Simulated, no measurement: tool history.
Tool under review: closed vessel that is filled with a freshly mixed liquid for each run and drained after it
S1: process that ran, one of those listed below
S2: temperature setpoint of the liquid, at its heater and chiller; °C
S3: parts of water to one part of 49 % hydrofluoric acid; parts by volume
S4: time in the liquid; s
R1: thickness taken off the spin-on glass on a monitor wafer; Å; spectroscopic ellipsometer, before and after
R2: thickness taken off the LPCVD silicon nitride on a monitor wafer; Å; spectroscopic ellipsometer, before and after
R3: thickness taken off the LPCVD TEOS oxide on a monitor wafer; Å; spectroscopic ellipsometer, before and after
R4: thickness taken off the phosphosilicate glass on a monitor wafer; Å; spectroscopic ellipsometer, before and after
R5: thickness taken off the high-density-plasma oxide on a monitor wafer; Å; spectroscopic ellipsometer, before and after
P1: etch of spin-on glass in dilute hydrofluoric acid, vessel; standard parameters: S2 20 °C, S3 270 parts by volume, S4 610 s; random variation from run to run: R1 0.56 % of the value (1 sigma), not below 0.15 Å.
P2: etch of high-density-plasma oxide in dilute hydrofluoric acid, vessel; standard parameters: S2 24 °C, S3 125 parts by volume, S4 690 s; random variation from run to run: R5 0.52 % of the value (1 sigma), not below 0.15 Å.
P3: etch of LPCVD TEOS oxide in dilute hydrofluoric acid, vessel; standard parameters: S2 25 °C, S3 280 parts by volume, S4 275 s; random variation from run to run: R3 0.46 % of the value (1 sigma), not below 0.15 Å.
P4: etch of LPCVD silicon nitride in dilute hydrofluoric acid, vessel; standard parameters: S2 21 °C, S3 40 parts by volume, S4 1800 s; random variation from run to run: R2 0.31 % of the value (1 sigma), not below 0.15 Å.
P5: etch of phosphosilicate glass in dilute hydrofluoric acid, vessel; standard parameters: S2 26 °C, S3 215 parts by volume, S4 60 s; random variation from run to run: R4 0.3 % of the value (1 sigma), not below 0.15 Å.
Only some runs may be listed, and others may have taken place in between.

Run 1, day 0.504: S1 P1, S2 20 °C, S3 270 parts by volume, S4 610 s. Result: R1 491.56 Å.
Run 2, day 1.004: S1 P1, S2 17 °C, S3 405 parts by volume, S4 610 s. Result: R1 262.31 Å.
Run 3, day 1.412: S1 P1, S2 20 °C, S3 400 parts by volume, S4 610 s. Result: R1 293.07 Å.
Run 4, day 2.067: S1 P1, S2 27.5 °C, S3 270 parts by volume, S4 610 s. Result: R1 642.95 Å.
Run 5, day 2.717: S1 P4, S2 21 °C, S3 40 parts by volume, S4 3560 s. Result: R2 336.89 Å.
Run 6, day 3.292: S1 P3, S2 25 °C, S3 460 parts by volume, S4 275 s. Result: R3 162.92 Å.
Run 7, day 3.996: S1 P4, S2 28 °C, S3 40 parts by volume, S4 1800 s. Result: R2 272.7 Å.
Run 8, day 4.512: S1 P1, S2 20 °C, S3 270 parts by volume, S4 955 s. Result: R1 774.47 Å.
Run 9, day 5.058: S1 P5, S2 26 °C, S3 215 parts by volume, S4 30 s. Result: R4 111.52 Å.
Run 10, day 5.583: S1 P1, S2 20 °C, S3 270 parts by volume, S4 30 s. Result: R1 23.795 Å.
Run 11, day 5.908: S1 P5, S2 26 °C, S3 120 parts by volume, S4 60 s. Result: R4 450.02 Å.
Run 12, day 6.454: S1 P1, S2 20 °C, S3 270 parts by volume, S4 610 s. Result: R1 496.48 Å.
Run 13, day 6.962: S1 P1, S2 20 °C, S3 270 parts by volume, S4 610 s. Result: R1 488.5 Å.
Run 14, day 7.638: S1 P2, S2 24 °C, S3 185 parts by volume, S4 690 s. Result: R5 221.06 Å.
Run 15, day 8.117: S1 P3, S2 25 °C, S3 280 parts by volume, S4 100 s. Result: R3 115.73 Å.
Run 16, day 8.725: S1 P5, S2 17.5 °C, S3 215 parts by volume, S4 60 s. Result: R4 162.6 Å.
Run 17, day 9.125: S1 P3, S2 25 °C, S3 280 parts by volume, S4 275 s. Result: R3 318.42 Å.
Run 18, day 9.829: S1 P1, S2 20 °C, S3 270 parts by volume, S4 610 s. Result: R1 495.14 Å.
Run 19, day 10.504: S1 P5, S2 26 °C, S3 215 parts by volume, S4 60 s. Result: R4 224.17 Å.
Run 20, day 10.838: S1 P2, S2 24 °C, S3 125 parts by volume, S4 265 s. Result: R5 133.64 Å.
Run 21, day 11.192: S1 P3, S2 30 °C, S3 280 parts by volume, S4 275 s. Result: R3 373.49 Å.
Run 22, day 11.667: S1 P1, S2 17 °C, S3 455 parts by volume, S4 610 s. Result: R1 225.6 Å.
Run 23, day 12.292: S1 P4, S2 21 °C, S3 40 parts by volume, S4 1800 s. Result: R2 170.91 Å.
Run 24, day 12.621: S1 P2, S2 31.5 °C, S3 125 parts by volume, S4 690 s. Result: R5 466.99 Å.
Run 25, day 13.146: S1 P1, S2 17 °C, S3 270 parts by volume, S4 1080 s. Result: R1 778.51 Å.
Run 26, day 13.829: S1 P1, S2 17 °C, S3 270 parts by volume, S4 610 s. Result: R1 441.23 Å.
Run 27, day 14.446: S1 P2, S2 24 °C, S3 125 parts by volume, S4 690 s. Result: R5 350.73 Å.
Run 28, day 15.121: S1 P5, S2 26 °C, S3 215 parts by volume, S4 60 s. Result: R4 224.76 Å.
Run 29, day 15.821: S1 P1, S2 20 °C, S3 140 parts by volume, S4 610 s. Result: R1 1083.9 Å.
Run 30, day 16.238: S1 P4, S2 21 °C, S3 70 parts by volume, S4 1800 s. Result: R2 98.908 Å.
Run 31, day 16.738: S1 P1, S2 20 °C, S3 270 parts by volume, S4 610 s. Result: R1 490.29 Å.
Run 32, day 17.258: S1 P1, S2 20 °C, S3 270 parts by volume, S4 610 s. Result: R1 482.06 Å.
Run 33, day 17.908: S1 P1, S2 20 °C, S3 270 parts by volume, S4 610 s. Result: R1 473.45 Å.
Run 34, day 18.5: S1 P1, S2 20 °C, S3 270 parts by volume, S4 610 s. Result: R1 471.02 Å.
Run 35, day 18.879: S1 P1, S2 20 °C, S3 270 parts by volume, S4 610 s. Result: R1 464.95 Å.
Run 36, day 19.221: S1 P1, S2 20 °C, S3 270 parts by volume, S4 610 s. Result: R1 467.64 Å.
Run 37, day 19.646: S1 P1, S2 20 °C, S3 270 parts by volume, S4 610 s. Result: R1 469.66 Å.
Run 38, day 20.062: S1 P1, S2 20 °C, S3 270 parts by volume, S4 610 s. Result: R1 468.71 Å.
Run 39, day 20.429: S1 P1, S2 20 °C, S3 270 parts by volume, S4 610 s. Result: R1 467.94 Å.

The output of P1 has drifted from where it used to be. Each of the 2 causes below, taken at the size shown beside it, accounts for the log equally well:
A: hydrofluoric acid flow below the setpoint (%) = 4.25
B: liquid colder than its thermometer reads (K) = 1.46
The drift started at roughly day 16.738.

Question marks stand in for the results of the 4 check runs listed below, each run on one wafer. Under which run would the listed causes show clearly different results?
Run check 1, day 20.796: S1 P4, S2 21 °C, S3 40 parts by volume, S4 1800 s. Result: R2 ?.
Run check 2, day 20.796: S1 P5, S2 26 °C, S3 215 parts by volume, S4 60 s. Result: R4 ?.
Run check 3, day 20.796: S1 P3, S2 25 °C, S3 280 parts by volume, S4 275 s. Result: R3 ?.
Run check 4, day 20.796: S1 P2, S2 24 °C, S3 125 parts by volume, S4 690 s. Result: R5 ?.

What each check would give under each cause:
  check  result    if A    if B
check 1      R2  163.23  153.81
check 2      R4  212.62  212.88
check 3      R3  300.25   301.7
check 4      R5  333.52  331.12
Minimum pairwise separation of causes per check, each pair taken at its best-separating result: check 1 5.94 %; check 2 0.12 %; check 3 0.48 %; check 4 0.72 %
Only check 1 tells the causes apart: in the others they would give nearly the same result.

Check 1 was then run and gave: R2 153.93 Å. Which cause is it?

B is the cause: liquid colder than its thermometer reads (K).
